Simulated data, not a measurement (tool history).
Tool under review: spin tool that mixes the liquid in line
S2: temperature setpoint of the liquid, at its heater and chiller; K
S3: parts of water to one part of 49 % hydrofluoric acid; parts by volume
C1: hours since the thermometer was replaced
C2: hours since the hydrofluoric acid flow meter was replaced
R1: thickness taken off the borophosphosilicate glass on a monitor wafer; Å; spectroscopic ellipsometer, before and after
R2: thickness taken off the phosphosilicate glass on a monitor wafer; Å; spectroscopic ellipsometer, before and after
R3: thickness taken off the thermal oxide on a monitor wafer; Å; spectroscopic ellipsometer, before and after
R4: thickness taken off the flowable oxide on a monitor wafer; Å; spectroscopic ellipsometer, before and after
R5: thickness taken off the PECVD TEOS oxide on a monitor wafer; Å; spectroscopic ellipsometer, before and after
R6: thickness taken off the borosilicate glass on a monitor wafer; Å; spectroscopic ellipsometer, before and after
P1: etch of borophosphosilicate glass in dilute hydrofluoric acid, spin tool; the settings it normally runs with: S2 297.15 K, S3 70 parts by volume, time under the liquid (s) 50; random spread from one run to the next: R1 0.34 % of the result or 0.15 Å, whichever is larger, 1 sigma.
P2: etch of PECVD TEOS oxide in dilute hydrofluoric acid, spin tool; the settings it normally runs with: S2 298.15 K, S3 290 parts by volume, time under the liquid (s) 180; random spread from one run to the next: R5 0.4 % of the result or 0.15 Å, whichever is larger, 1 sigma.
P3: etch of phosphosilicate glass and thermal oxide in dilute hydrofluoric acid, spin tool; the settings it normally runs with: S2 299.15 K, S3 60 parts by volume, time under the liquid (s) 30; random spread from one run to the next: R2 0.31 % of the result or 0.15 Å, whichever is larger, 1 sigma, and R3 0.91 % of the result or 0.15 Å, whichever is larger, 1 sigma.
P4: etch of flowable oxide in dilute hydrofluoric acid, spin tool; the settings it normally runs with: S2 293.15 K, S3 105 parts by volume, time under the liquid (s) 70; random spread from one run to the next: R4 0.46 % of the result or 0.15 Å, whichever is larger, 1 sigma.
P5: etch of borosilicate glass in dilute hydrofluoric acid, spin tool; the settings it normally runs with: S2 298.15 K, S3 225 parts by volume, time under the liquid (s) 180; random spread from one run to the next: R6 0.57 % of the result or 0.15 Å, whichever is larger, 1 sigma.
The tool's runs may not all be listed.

Run 1, day 0.2: process that ran P1, S2 297.15 K, S3 70 parts by volume, time under the liquid (s) 50; C1 1263; C2 1010.9. Result: R1 438.36 Å.
Run 2, day 0.508: process that ran P1, S2 297.15 K, S3 70 parts by volume, time under the liquid (s) 50; C1 1270.4; C2 1018.3. Result: R1 437.33 Å.
Run 3, day 0.829: process that ran P1, S2 304.65 K, S3 70 parts by volume, time under the liquid (s) 50; C1 1278.1; C2 1026. Result: R1 585.01 Å.
Run 4, day 1.038: process that ran P3, S2 290.65 K, S3 60 parts by volume, time under the liquid (s) 30; C1 1283.1; C2 1031. Result: R2 801.14 Å, R3 19.7 Å.
Run 5, day 1.296: process that ran P1, S2 297.15 K, S3 70 parts by volume, time under the liquid (s) 50; C1 1289.3; C2 1037.2. Result: R1 436.93 Å.
Run 6, day 1.612: process that ran P4, S2 293.15 K, S3 105 parts by volume, time under the liquid (s) 70; C1 1296.9; C2 1044.8. Result: R4 199.91 Å.
Run 7, day 1.875: process that ran P1, S2 302.15 K, S3 40 parts by volume, time under the liquid (s) 50; C1 1303.2; C2 1051.1. Result: R1 973.92 Å.
Run 8, day 2.071: process that ran P1, S2 290.15 K, S3 70 parts by volume, time under the liquid (s) 50; C1 1307.9; C2 1055.8. Result: R1 328.26 Å.
At day 2.117: thermometer replaced.
Run 9, day 2.45: process that ran P3, S2 299.15 K, S3 60 parts by volume, time under the liquid (s) 30; C1 8.1; C2 1064.9. Result: R2 1142.8 Å, R3 27.481 Å.
Run 10, day 2.733: process that ran P1, S2 297.15 K, S3 70 parts by volume, time under the liquid (s) 80; C1 14.9; C2 1071.7. Result: R1 694.44 Å.
Run 11, day 3.046: process that ran P1, S2 297.15 K, S3 70 parts by volume, time under the liquid (s) 15; C1 22.4; C2 1079.2. Result: R1 131.45 Å.
Run 12, day 3.417: process that ran P1, S2 297.15 K, S3 20 parts by volume, time under the liquid (s) 50; C1 31.3; C2 1088.1. Result: R1 1631.6 Å.
Run 13, day 3.717: process that ran P4, S2 293.15 K, S3 105 parts by volume, time under the liquid (s) 130; C1 38.5; C2 1095.3. Result: R4 372.03 Å.
Run 14, day 4.054: process that ran P2, S2 298.15 K, S3 290 parts by volume, time under the liquid (s) 180; C1 46.6; C2 1103.4. Result: R5 145.42 Å.
Run 15, day 4.421: process that ran P1, S2 297.15 K, S3 70 parts by volume, time under the liquid (s) 50; C1 55.4; C2 1112.2. Result: R1 437.35 Å.
Run 16, day 4.767: process that ran P2, S2 306.15 K, S3 290 parts by volume, time under the liquid (s) 180; C1 63.7; C2 1120.5. Result: R5 190.73 Å.
Run 17, day 5.146: process that ran P1, S2 290.65 K, S3 70 parts by volume, time under the liquid (s) 15; C1 72.8; C2 1129.6. Result: R1 99.403 Å.
Run 18, day 5.492: process that ran P2, S2 298.15 K, S3 290 parts by volume, time under the liquid (s) 65; C1 81.1; C2 1137.9. Result: R5 52.811 Å.
Run 19, day 5.892: process that ran P1, S2 297.15 K, S3 70 parts by volume, time under the liquid (s) 50; C1 90.7; C2 1147.5. Result: R1 435.56 Å.
Run 20, day 6.208: process that ran P1, S2 297.15 K, S3 95 parts by volume, time under the liquid (s) 50; C1 98.3; C2 1155.1. Result: R1 311.81 Å.
Run 21, day 6.404: process that ran P5, S2 298.15 K, S3 225 parts by volume, time under the liquid (s) 180; C1 103; C2 1159.8. Result: R6 169.89 Å.
Run 22, day 6.721: process that ran P2, S2 298.15 K, S3 405 parts by volume, time under the liquid (s) 180; C1 110.6; C2 1167.4. Result: R5 94.046 Å.
Run 23, day 6.954: process that ran P3, S2 299.15 K, S3 60 parts by volume, time under the liquid (s) 30; C1 116.2; C2 1173. Result: R2 1144.5 Å, R3 27.861 Å.
Run 24, day 7.254: process that ran P3, S2 299.15 K, S3 85 parts by volume, time under the liquid (s) 30; C1 123.4; C2 1180.2. Result: R2 777.65 Å, R3 18.27 Å.
Run 25, day 7.662: process that ran P4, S2 300.65 K, S3 105 parts by volume, time under the liquid (s) 70; C1 133.2; C2 1190. Result: R4 267.91 Å.
Run 26, day 8.054: process that ran P2, S2 298.15 K, S3 290 parts by volume, time under the liquid (s) 180; C1 142.6; C2 1199.4. Result: R5 146.13 Å.
Run 27, day 8.296: process that ran P4, S2 293.15 K, S3 170 parts by volume, time under the liquid (s) 70; C1 148.4; C2 1205.2. Result: R4 115.1 Å.
Run 28, day 8.508: process that ran P5, S2 291.15 K, S3 225 parts by volume, time under the liquid (s) 180; C1 153.5; C2 1210.3. Result: R6 129.25 Å.
Run 29, day 8.854: process that ran P5, S2 298.15 K, S3 225 parts by volume, time under the liquid (s) 25; C1 161.8; C2 1218.6. Result: R6 23.43 Å.
Run 30, day 9.071: process that ran P3, S2 299.15 K, S3 60 parts by volume, time under the liquid (s) 55; C1 167; C2 1223.8. Result: R2 2095.6 Å, R3 50.222 Å.
Run 31, day 9.342: process that ran P1, S2 297.15 K, S3 70 parts by volume, time under the liquid (s) 50; C1 173.5; C2 1230.3. Result: R1 436.24 Å.
Run 32, day 9.608: process that ran P5, S2 298.15 K, S3 65 parts by volume, time under the liquid (s) 180; C1 179.9; C2 1236.7. Result: R6 711.55 Å.
Run 33, day 9.8: process that ran P1, S2 297.15 K, S3 70 parts by volume, time under the liquid (s) 50; C1 184.5; C2 1241.3. Result: R1 434.53 Å.
Run 34, day 10.167: process that ran P1, S2 297.15 K, S3 70 parts by volume, time under the liquid (s) 50; C1 193.3; C2 1250.1. Result: R1 445.64 Å.
Run 35, day 10.538: process that ran P1, S2 297.15 K, S3 70 parts by volume, time under the liquid (s) 50; C1 202.2; C2 1259. Result: R1 452.89 Å.
Run 36, day 10.721: process that ran P1, S2 297.15 K, S3 70 parts by volume, time under the liquid (s) 50; C1 206.6; C2 1263.4. Result: R1 455.41 Å.
Run 37, day 11.021: process that ran P1, S2 297.15 K, S3 70 parts by volume, time under the liquid (s) 50; C1 213.8; C2 1270.6. Result: R1 459.94 Å.
Run 38, day 11.375: process that ran P1, S2 297.15 K, S3 70 parts by volume, time under the liquid (s) 50; C1 222.3; C2 1279.1. Result: R1 463.73 Å.
Run 39, day 11.583: process that ran P1, S2 297.15 K, S3 70 parts by volume, time under the liquid (s) 50; C1 227.3; C2 1284.1. Result: R1 464.98 Å.
Run 40, day 11.775: process that ran P1, S2 297.15 K, S3 70 parts by volume, time under the liquid (s) 50; C1 231.9; C2 1288.7. Result: R1 465.92 Å.
Run 41, day 12.025: process that ran P1, S2 297.15 K, S3 70 parts by volume, time under the liquid (s) 50; C1 237.9; C2 1294.7. Result: R1 464.79 Å.
Run 42, day 12.362: process that ran P1, S2 297.15 K, S3 70 parts by volume, time under the liquid (s) 50; C1 246; C2 1302.8. Result: R1 465.92 Å.
Run 43, day 12.767: process that ran P1, S2 297.15 K, S3 70 parts by volume, time under the liquid (s) 50; C1 255.7; C2 1312.5. Result: R1 467.2 Å.
Run 44, day 13.017: process that ran P1, S2 297.15 K, S3 70 parts by volume, time under the liquid (s) 50; C1 261.7; C2 1318.5. Result: R1 464.76 Å.

What P1 gives has crept off from where it sat before. The 2 causes that follow fit the log equally well, each at the size noted:
A: hydrofluoric acid flow above the setpoint (%) = 6.49
B: liquid hotter than its thermometer reads (K) = 1.7
The onset of the drift is placed at about day 9.8.

Each of the 4 check runs below uses one wafer; its results are left as question marks. Which run tells the causes apart?
Run check 1, day 13.267: process that ran P5, S2 298.15 K, S3 75 parts by volume, time under the liquid (s) 105. Result: R6 ?.
Run check 2, day 13.267: process that ran P3, S2 299.15 K, S3 80 parts by volume, time under the liquid (s) 55. Result: R2 ?, R3 ?.
Run check 3, day 13.267: process that ran P2, S2 305.65 K, S3 290 parts by volume, time under the liquid (s) 180. Result: R5 ?.
Run check 4, day 13.267: process that ran P4, S2 299.15 K, S3 105 parts by volume, time under the liquid (s) 70. Result: R4 ?.

What every check run would give for each of its results, assuming each possible cause in turn:
  check  result    if A    if B
check 1      R6  376.61  376.11
check 2      R2  1640.2  1635.7
check 2      R3  39.428  39.319
check 3      R5  203.83  197.64
check 4      R4  272.65  271.09
Separation of the two closest causes in each check, using whichever result separates them best: check 1 0.13 %; check 2 0.28 %; check 3 3.08 %; check 4 0.57 %
Check 3 distinguishes between the causes, while the remaining checks would return nearly the same result for all of them.

Running check 3 produced the following: R5 202.7 Å. Which one of the listed causes fits?

The cause is A: hydrofluoric acid flow above the setpoint (%).

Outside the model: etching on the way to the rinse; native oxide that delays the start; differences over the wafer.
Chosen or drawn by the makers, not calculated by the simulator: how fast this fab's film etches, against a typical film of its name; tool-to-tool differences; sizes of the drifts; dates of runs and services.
